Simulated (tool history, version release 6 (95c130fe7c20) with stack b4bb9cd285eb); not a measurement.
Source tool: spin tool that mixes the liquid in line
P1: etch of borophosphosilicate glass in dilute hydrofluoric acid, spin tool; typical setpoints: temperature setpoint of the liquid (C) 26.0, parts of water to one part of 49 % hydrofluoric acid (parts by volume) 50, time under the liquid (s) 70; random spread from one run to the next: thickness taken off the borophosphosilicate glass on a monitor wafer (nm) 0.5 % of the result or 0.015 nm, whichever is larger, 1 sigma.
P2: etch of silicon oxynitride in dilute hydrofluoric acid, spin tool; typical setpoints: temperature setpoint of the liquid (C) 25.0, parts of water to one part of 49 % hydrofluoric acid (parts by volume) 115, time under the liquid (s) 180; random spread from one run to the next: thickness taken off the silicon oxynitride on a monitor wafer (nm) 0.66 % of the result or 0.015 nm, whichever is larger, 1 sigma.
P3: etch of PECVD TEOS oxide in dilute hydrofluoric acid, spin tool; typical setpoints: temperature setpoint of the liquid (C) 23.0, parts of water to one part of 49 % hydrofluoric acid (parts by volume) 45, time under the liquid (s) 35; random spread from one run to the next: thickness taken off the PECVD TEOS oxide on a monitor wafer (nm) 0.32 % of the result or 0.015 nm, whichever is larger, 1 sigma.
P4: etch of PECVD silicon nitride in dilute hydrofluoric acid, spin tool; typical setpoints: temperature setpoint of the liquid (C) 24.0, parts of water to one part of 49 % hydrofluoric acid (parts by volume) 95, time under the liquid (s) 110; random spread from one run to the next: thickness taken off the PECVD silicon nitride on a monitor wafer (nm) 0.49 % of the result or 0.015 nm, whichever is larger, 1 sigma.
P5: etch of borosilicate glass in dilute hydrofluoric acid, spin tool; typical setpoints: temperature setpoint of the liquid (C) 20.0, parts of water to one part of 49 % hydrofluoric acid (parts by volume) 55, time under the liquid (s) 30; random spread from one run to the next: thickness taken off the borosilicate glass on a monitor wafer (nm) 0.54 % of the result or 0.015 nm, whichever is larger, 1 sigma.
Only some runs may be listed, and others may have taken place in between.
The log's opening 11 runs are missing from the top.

| run | hour | process that ran | temperature setpoint of the liquid (C) | parts of water to one part of 49 % hydrofluoric acid (parts by volume) | time under the liquid (s) | thickness taken off the borophosphosilicate glass on a monitor wafer (nm) | thickness taken off the silicon oxynitride on a monitor wafer (nm) | thickness taken off the PECVD TEOS oxide on a monitor wafer (nm) | thickness taken off the borosilicate glass on a monitor wafer (nm) | thickness taken off the PECVD silicon nitride on a monitor wafer (nm) |
|---|---|---|---|---|---|---|---|---|---|---|
| 12 | 89.9 | P1 | 32.5 | 50 | 70 | 74.483 |  |  |  |  |
| 13 | 98.2 | P1 | 26.0 | 50 | 70 | 57.429 |  |  |  |  |
| 14 | 105.9 | P1 | 33.0 | 50 | 105 | 112.210 |  |  |  |  |
| 15 | 113.0 | P1 | 31.5 | 50 | 120 | 122.150 |  |  |  |  |
| 16 | 120.8 | P5 | 20.0 | 55 | 30 |  |  |  | 21.781 |  |
| 17 | 125.6 | P1 | 26.0 | 50 | 70 | 56.963 |  |  |  |  |
| 18 | 135.2 | P4 | 17.5 | 95 | 110 |  |  |  |  | 3.0761 |
| 19 | 145.3 | P5 | 20.0 | 55 | 65 |  |  |  | 47.859 |  |
| 20 | 155.5 | P1 | 26.0 | 50 | 70 | 57.007 |  |  |  |  |

For run 21, what comes out?
| 21 | 161.9 | P1 | 26.0 | 85 | 70 | ? |  |  |  |  |

{"run 21": {"thickness taken off the borophosphosilicate glass on a monitor wafer (nm)": 32.175}}

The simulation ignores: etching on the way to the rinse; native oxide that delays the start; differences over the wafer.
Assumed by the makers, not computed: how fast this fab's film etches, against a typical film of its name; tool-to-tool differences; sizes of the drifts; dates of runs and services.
